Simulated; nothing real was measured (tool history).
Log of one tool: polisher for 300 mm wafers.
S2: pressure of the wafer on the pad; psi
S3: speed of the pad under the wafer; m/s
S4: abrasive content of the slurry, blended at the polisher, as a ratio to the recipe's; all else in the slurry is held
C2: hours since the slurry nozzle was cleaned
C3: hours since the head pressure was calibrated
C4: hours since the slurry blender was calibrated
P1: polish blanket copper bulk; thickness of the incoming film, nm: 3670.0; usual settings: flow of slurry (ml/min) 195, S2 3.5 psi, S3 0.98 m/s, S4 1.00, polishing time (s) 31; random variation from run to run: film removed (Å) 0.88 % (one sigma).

Run 1, hour 5.5: flow of slurry (ml/min) 195, S2 3.5 psi, S3 0.98 m/s, S4 1.00, polishing time (s) 31; wafers polished on this pad 395; C2 144.6; C3 629.3; C4 121.7. Result: film removed (Å) 2835.7.
Run 2, hour 11.0: flow of slurry (ml/min) 195, S2 3.5 psi, S3 1.54 m/s, S4 1.00, polishing time (s) 31; wafers polished on this pad 500; C2 150.1; C3 634.8; C4 127.2. Result: film removed (Å) 4410.6.
Run 3, hour 15.6: flow of slurry (ml/min) 310, S2 3.5 psi, S3 0.98 m/s, S4 1.00, polishing time (s) 31; wafers polished on this pad 588; C2 154.7; C3 639.4; C4 131.8. Result: film removed (Å) 3054.7.
At hour 19.5: slurry nozzle cleaned.
Run 4, hour 21.9: flow of slurry (ml/min) 195, S2 3.5 psi, S3 0.98 m/s, S4 1.00, polishing time (s) 18; wafers polished on this pad 709; C2 2.5; C3 645.7; C4 138.1. Result: film removed (Å) 1638.9.
Run 5, hour 25.2: flow of slurry (ml/min) 195, S2 3.5 psi, S3 0.98 m/s, S4 1.00, polishing time (s) 47; wafers polished on this pad 773; C2 5.8; C3 649.0; C4 141.4. Result: film removed (Å) 4267.3.
Run 6, hour 31.6: flow of slurry (ml/min) 115, S2 3.5 psi, S3 0.98 m/s, S4 1.00, polishing time (s) 31; wafers polished on this pad 896; C2 12.2; C3 655.4; C4 147.8. Result: film removed (Å) 2561.8.
Run 7, hour 35.4: flow of slurry (ml/min) 195, S2 3.5 psi, S3 0.60 m/s, S4 1.00, polishing time (s) 31; wafers polished on this pad 968; C2 16.0; C3 659.2; C4 151.6. Result: film removed (Å) 1734.3.
Run 8, hour 40.4: flow of slurry (ml/min) 195, S2 3.5 psi, S3 0.98 m/s, S4 1.00, polishing time (s) 31; wafers polished on this pad 1064; C2 21.0; C3 664.2; C4 156.6. Result: film removed (Å) 2846.6.
Run 9, hour 44.5: flow of slurry (ml/min) 195, S2 3.5 psi, S3 0.98 m/s, S4 1.00, polishing time (s) 31; wafers polished on this pad 1143; C2 25.1; C3 668.3; C4 160.7. Result: film removed (Å) 2834.0.
Run 10, hour 50.6: flow of slurry (ml/min) 195, S2 3.5 psi, S3 0.98 m/s, S4 1.00, polishing time (s) 31; wafers polished on this pad 1260; C2 31.2; C3 674.4; C4 166.8. Result: film removed (Å) 2832.1.
Run 11, hour 55.4: flow of slurry (ml/min) 195, S2 3.5 psi, S3 0.98 m/s, S4 1.00, polishing time (s) 31; wafers polished on this pad 1352; C2 36.0; C3 679.2; C4 171.6. Result: film removed (Å) 2849.7.
Run 12, hour 60.0: flow of slurry (ml/min) 195, S2 5.5 psi, S3 0.98 m/s, S4 1.00, polishing time (s) 31; wafers polished on this pad 1441; C2 40.6; C3 683.8; C4 176.2. Result: film removed (Å) 4417.8.
Run 13, hour 65.4: flow of slurry (ml/min) 195, S2 3.5 psi, S3 0.56 m/s, S4 1.00, polishing time (s) 21; wafers polished on this pad 1544; C2 46.0; C3 689.2; C4 181.6. Result: film removed (Å) 1087.7.
Run 14, hour 69.7: flow of slurry (ml/min) 195, S2 3.5 psi, S3 0.98 m/s, S4 0.55, polishing time (s) 31; wafers polished on this pad 1627; C2 50.3; C3 693.5; C4 185.9. Result: film removed (Å) 2534.1.
Run 15, hour 72.6: flow of slurry (ml/min) 195, S2 1.9 psi, S3 0.98 m/s, S4 1.00, polishing time (s) 31; wafers polished on this pad 1682; C2 53.2; C3 696.4; C4 188.8. Result: film removed (Å) 1522.9.
Run 16, hour 78.4: flow of slurry (ml/min) 195, S2 3.5 psi, S3 0.98 m/s, S4 1.40, polishing time (s) 31; wafers polished on this pad 1794; C2 59.0; C3 702.2; C4 194.6. Result: film removed (Å) 3060.9.
Run 17, hour 82.3: flow of slurry (ml/min) 195, S2 3.5 psi, S3 0.98 m/s, S4 1.00, polishing time (s) 31; wafers polished on this pad 1869; C2 62.9; C3 706.1; C4 198.5. Result: film removed (Å) 2840.3.
Run 18, hour 87.3: flow of slurry (ml/min) 195, S2 3.5 psi, S3 0.98 m/s, S4 1.00, polishing time (s) 31; wafers polished on this pad 1965; C2 67.9; C3 711.1; C4 203.5. Result: film removed (Å) 2748.0.
Run 19, hour 90.8: flow of slurry (ml/min) 195, S2 3.5 psi, S3 0.98 m/s, S4 1.00, polishing time (s) 31; wafers polished on this pad 2032; C2 71.4; C3 714.6; C4 207.0. Result: film removed (Å) 2700.5.
At hour 93.8: slurry blender recalibrated.
Run 20, hour 95.7: flow of slurry (ml/min) 195, S2 3.5 psi, S3 0.98 m/s, S4 1.00, polishing time (s) 31; wafers polished on this pad 2126; C2 76.3; C3 719.5; C4 2.0. Result: film removed (Å) 2637.7.
At hour 98.7: head pressure recalibrated.
Run 21, hour 98.9: flow of slurry (ml/min) 195, S2 3.5 psi, S3 0.98 m/s, S4 1.00, polishing time (s) 31; wafers polished on this pad 2187; C2 79.5; C3 0.2; C4 5.2. Result: film removed (Å) 2634.8.
Run 22, hour 104.5: flow of slurry (ml/min) 195, S2 3.5 psi, S3 0.98 m/s, S4 1.00, polishing time (s) 31; wafers polished on this pad 2295; C2 85.1; C3 5.8; C4 10.8. Result: film removed (Å) 2629.0.
Run 23, hour 107.7: flow of slurry (ml/min) 195, S2 3.5 psi, S3 0.98 m/s, S4 1.00, polishing time (s) 31; wafers polished on this pad 2356; C2 88.3; C3 9.0; C4 14.0. Result: film removed (Å) 2654.9.

What P1 gives has crept away from where it was. These 2 causes fit the log equally well, each at the size given:
A: slurry flow missing at the pad, % = 36.8
B: removal rate lost through wear of the pad, % = 7.42
The creep began at about hour 82.3.
Why every other cause is out:
head's pressure below its setpoint, %: serviced at hour 98.7, which brought nothing back
abrasive missing from the slurry, %: serviced at hour 93.8, which brought nothing back

4 check runs are offered, each on 5 wafers whose results are averaged, their results left as question marks. Which one tells the causes apart?
Run check 1, hour 110.9: flow of slurry (ml/min) 195, S2 3.5 psi, S3 0.98 m/s, S4 0.70, polishing time (s) 31. Result: film removed (Å) ?.
Run check 2, hour 110.9: flow of slurry (ml/min) 130, S2 3.5 psi, S3 0.98 m/s, S4 0.55, polishing time (s) 31. Result: film removed (Å) ?.
Run check 3, hour 110.9: flow of slurry (ml/min) 195, S2 4.4 psi, S3 0.98 m/s, S4 1.00, polishing time (s) 31. Result: film removed (Å) ?.
Run check 4, hour 110.9: flow of slurry (ml/min) 195, S2 5.4 psi, S3 0.98 m/s, S4 1.00, polishing time (s) 22. Result: film removed (Å) ?.

What each check would give under each cause:
  check            result    if A    if B
check 1  film removed (Å)  2438.3  2438.0
check 2  film removed (Å)  2100.8  2173.3
check 3  film removed (Å)  3303.3  3302.9
check 4  film removed (Å)  2877.1  2876.7
How far apart the two closest causes lie, in the result that separates them most: check 1 0.01 %; check 2 3.39 %; check 3 0.01 %; check 4 0.01 %
Check 2 tells the causes apart: in the others they would give nearly the same result.

Check 2 was then run and gave: film removed (Å) 2108.0. Which cause is it?

It is A: slurry flow missing at the pad, %.

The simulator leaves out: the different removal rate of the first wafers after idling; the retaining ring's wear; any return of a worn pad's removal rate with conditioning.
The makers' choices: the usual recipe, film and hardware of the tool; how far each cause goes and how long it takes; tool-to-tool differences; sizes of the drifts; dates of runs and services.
